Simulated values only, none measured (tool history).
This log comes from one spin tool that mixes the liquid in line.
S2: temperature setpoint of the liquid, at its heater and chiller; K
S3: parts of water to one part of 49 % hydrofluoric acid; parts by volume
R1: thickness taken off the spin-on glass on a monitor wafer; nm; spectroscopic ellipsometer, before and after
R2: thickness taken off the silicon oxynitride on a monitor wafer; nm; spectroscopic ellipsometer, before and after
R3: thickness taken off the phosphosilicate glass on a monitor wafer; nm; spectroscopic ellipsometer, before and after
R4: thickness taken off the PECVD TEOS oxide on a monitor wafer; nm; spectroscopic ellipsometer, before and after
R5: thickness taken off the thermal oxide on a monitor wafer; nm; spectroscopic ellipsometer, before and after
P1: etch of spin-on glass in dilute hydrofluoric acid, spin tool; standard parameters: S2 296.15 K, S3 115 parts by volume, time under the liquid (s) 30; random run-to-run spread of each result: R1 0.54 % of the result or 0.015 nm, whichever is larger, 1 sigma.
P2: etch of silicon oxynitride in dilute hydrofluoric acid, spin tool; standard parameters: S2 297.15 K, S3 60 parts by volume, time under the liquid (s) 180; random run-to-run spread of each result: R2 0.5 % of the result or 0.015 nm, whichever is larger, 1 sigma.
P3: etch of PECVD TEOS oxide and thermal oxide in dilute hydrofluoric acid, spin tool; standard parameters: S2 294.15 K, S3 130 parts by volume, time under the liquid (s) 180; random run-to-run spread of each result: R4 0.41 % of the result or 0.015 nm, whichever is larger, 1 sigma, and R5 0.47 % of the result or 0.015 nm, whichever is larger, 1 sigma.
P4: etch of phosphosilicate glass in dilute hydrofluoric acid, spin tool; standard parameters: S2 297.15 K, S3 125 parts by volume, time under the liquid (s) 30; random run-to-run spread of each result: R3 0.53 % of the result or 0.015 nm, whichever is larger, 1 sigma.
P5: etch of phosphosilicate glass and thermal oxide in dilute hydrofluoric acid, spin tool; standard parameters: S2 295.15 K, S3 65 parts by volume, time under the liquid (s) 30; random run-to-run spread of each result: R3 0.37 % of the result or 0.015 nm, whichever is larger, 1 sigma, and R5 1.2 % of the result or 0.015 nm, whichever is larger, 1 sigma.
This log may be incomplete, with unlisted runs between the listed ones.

Run 1, hour 17.3: process that ran P1, S2 296.15 K, S3 115 parts by volume, time under the liquid (s) 30. Result: R1 7.7894 nm.
Run 2, hour 26.4: process that ran P2, S2 297.15 K, S3 60 parts by volume, time under the liquid (s) 180. Result: R2 5.8489 nm.
Run 3, hour 43.1: process that ran P4, S2 297.15 K, S3 125 parts by volume, time under the liquid (s) 15. Result: R3 22.347 nm.
Run 4, hour 60.2: process that ran P1, S2 296.15 K, S3 215 parts by volume, time under the liquid (s) 30. Result: R1 3.7501 nm.
Run 5, hour 71.6: process that ran P3, S2 290.15 K, S3 130 parts by volume, time under the liquid (s) 180. Result: R4 15.4630 nm, R5 4.88600 nm.
Run 6, hour 84.5: process that ran P3, S2 294.15 K, S3 130 parts by volume, time under the liquid (s) 180. Result: R4 18.2090 nm, R5 5.77350 nm.
Run 7, hour 94.9: process that ran P1, S2 291.15 K, S3 115 parts by volume, time under the liquid (s) 30. Result: R1 6.3372 nm.
Run 8, hour 109.7: process that ran P1, S2 296.15 K, S3 45 parts by volume, time under the liquid (s) 30. Result: R1 21.4940 nm.
Run 9, hour 126.3: process that ran P1, S2 296.15 K, S3 115 parts by volume, time under the liquid (s) 30. Result: R1 7.8097 nm.
Run 10, hour 141.4: process that ran P1, S2 296.15 K, S3 115 parts by volume, time under the liquid (s) 15. Result: R1 3.8969 nm.
Run 11, hour 154.5: process that ran P1, S2 296.15 K, S3 115 parts by volume, time under the liquid (s) 30. Result: R1 7.7615 nm.
Run 12, hour 163.3: process that ran P2, S2 297.15 K, S3 60 parts by volume, time under the liquid (s) 290. Result: R2 9.3536 nm.
Run 13, hour 175.0: process that ran P3, S2 294.15 K, S3 130 parts by volume, time under the liquid (s) 180. Result: R4 18.4180 nm, R5 5.72330 nm.
Run 14, hour 184.0: process that ran P5, S2 291.15 K, S3 65 parts by volume, time under the liquid (s) 30. Result: R3 68.222 nm, R5 1.79960 nm.
Run 15, hour 194.3: process that ran P4, S2 297.15 K, S3 125 parts by volume, time under the liquid (s) 30. Result: R3 44.471 nm.
Run 16, hour 206.5: process that ran P4, S2 297.15 K, S3 125 parts by volume, time under the liquid (s) 30. Result: R3 44.463 nm.
Run 17, hour 221.4: process that ran P3, S2 294.15 K, S3 130 parts by volume, time under the liquid (s) 15. Result: R4 1.5306 nm, R5 0.47632 nm.
Run 18, hour 237.1: process that ran P3, S2 294.15 K, S3 25 parts by volume, time under the liquid (s) 180. Result: R4 107.2400 nm, R5 33.87000 nm.
Run 19, hour 246.1: process that ran P4, S2 290.15 K, S3 125 parts by volume, time under the liquid (s) 30. Result: R3 33.710 nm.
Run 20, hour 255.9: process that ran P5, S2 295.15 K, S3 105 parts by volume, time under the liquid (s) 30. Result: R3 47.424 nm, R5 1.24060 nm.
Run 21, hour 266.5: process that ran P1, S2 296.15 K, S3 115 parts by volume, time under the liquid (s) 30. Result: R1 7.8120 nm.
Run 22, hour 279.7: process that ran P2, S2 297.15 K, S3 110 parts by volume, time under the liquid (s) 180. Result: R2 3.0628 nm.
Run 23, hour 296.4: process that ran P1, S2 296.15 K, S3 200 parts by volume, time under the liquid (s) 55. Result: R1 7.5026 nm.
Run 24, hour 314.3: process that ran P1, S2 296.15 K, S3 115 parts by volume, time under the liquid (s) 30. Result: R1 7.7664 nm.
Run 25, hour 328.7: process that ran P5, S2 295.15 K, S3 65 parts by volume, time under the liquid (s) 15. Result: R3 39.988 nm, R5 1.05780 nm.
Run 26, hour 345.7: process that ran P2, S2 291.15 K, S3 60 parts by volume, time under the liquid (s) 180. Result: R2 4.3059 nm.
Run 27, hour 353.4: process that ran P4, S2 297.15 K, S3 225 parts by volume, time under the liquid (s) 30. Result: R3 22.082 nm.
Run 28, hour 361.3: process that ran P2, S2 297.15 K, S3 60 parts by volume, time under the liquid (s) 180. Result: R2 5.8112 nm.
Run 29, hour 373.5: process that ran P1, S2 303.15 K, S3 115 parts by volume, time under the liquid (s) 30. Result: R1 10.1240 nm.
Run 30, hour 390.4: process that ran P5, S2 295.15 K, S3 65 parts by volume, time under the liquid (s) 30. Result: R3 80.453 nm, R5 2.10300 nm.
Run 31, hour 406.7: process that ran P1, S2 296.15 K, S3 115 parts by volume, time under the liquid (s) 50. Result: R1 13.0020 nm.
Run 32, hour 423.2: process that ran P1, S2 296.15 K, S3 115 parts by volume, time under the liquid (s) 30. Result: R1 7.7995 nm.
Run 33, hour 433.1: process that ran P1, S2 296.15 K, S3 115 parts by volume, time under the liquid (s) 30. Result: R1 8.0672 nm.
Run 34, hour 449.6: process that ran P1, S2 296.15 K, S3 115 parts by volume, time under the liquid (s) 30. Result: R1 8.1993 nm.
Run 35, hour 462.1: process that ran P1, S2 296.15 K, S3 115 parts by volume, time under the liquid (s) 30. Result: R1 8.2146 nm.
Run 36, hour 469.9: process that ran P1, S2 296.15 K, S3 115 parts by volume, time under the liquid (s) 30. Result: R1 8.4198 nm.
Run 37, hour 487.5: process that ran P1, S2 296.15 K, S3 115 parts by volume, time under the liquid (s) 30. Result: R1 8.4422 nm.
Run 38, hour 500.5: process that ran P1, S2 296.15 K, S3 115 parts by volume, time under the liquid (s) 30. Result: R1 8.4472 nm.
Run 39, hour 515.0: process that ran P1, S2 296.15 K, S3 115 parts by volume, time under the liquid (s) 30. Result: R1 8.5020 nm.
Run 40, hour 524.9: process that ran P1, S2 296.15 K, S3 115 parts by volume, time under the liquid (s) 30. Result: R1 8.5272 nm.
Run 41, hour 539.4: process that ran P1, S2 296.15 K, S3 115 parts by volume, time under the liquid (s) 30. Result: R1 8.6245 nm.
Run 42, hour 553.3: process that ran P1, S2 296.15 K, S3 115 parts by volume, time under the liquid (s) 30. Result: R1 8.5149 nm.

Compared with where it was, what P1 gives has crept away. Each cause listed below fits the log as well as the rest, at the size given for it:
A: hydrofluoric acid flow above the setpoint (%) = 8.32
B: liquid hotter than its thermometer reads (K) = 2.31
Onset of the creep was near hour 423.2.

Below are 4 check runs, each averaged over 2 wafers, with their results shown as question marks. Which of them would give clearly different results depending on which cause is behind the drift?
Run check 1, hour 567.2: process that ran P3, S2 294.15 K, S3 85 parts by volume, time under the liquid (s) 15. Result: R4 ?, R5 ?.
Run check 2, hour 567.2: process that ran P5, S2 295.15 K, S3 95 parts by volume, time under the liquid (s) 15. Result: R3 ?, R5 ?.
Run check 3, hour 567.2: process that ran P4, S2 290.15 K, S3 190 parts by volume, time under the liquid (s) 30. Result: R3 ?.
Run check 4, hour 567.2: process that ran P2, S2 292.15 K, S3 60 parts by volume, time under the liquid (s) 180. Result: R2 ?.

How each check would come out, cause by cause:
  check  result     if A     if B
check 1      R4   2.6726   2.6898
check 1      R5  0.84173  0.84716
check 2      R3   28.924   29.038
check 2      R5  0.75969  0.76268
check 3      R3   22.861   22.815
check 4      R2   4.9290   5.0909
Gap, in per cent, between the two causes that each check separates least, read from the result that separates them most: check 1 0.64 %; check 2 0.39 %; check 3 0.2 %; check 4 3.23 %
Of the check runs offered, only check 4 discriminates between the causes; the rest would read about the same regardless of which cause applies.

Check 4 was carried out, with these results: R2 4.9177 nm. Which of the listed causes is responsible?

It is A: hydrofluoric acid flow above the setpoint (%).

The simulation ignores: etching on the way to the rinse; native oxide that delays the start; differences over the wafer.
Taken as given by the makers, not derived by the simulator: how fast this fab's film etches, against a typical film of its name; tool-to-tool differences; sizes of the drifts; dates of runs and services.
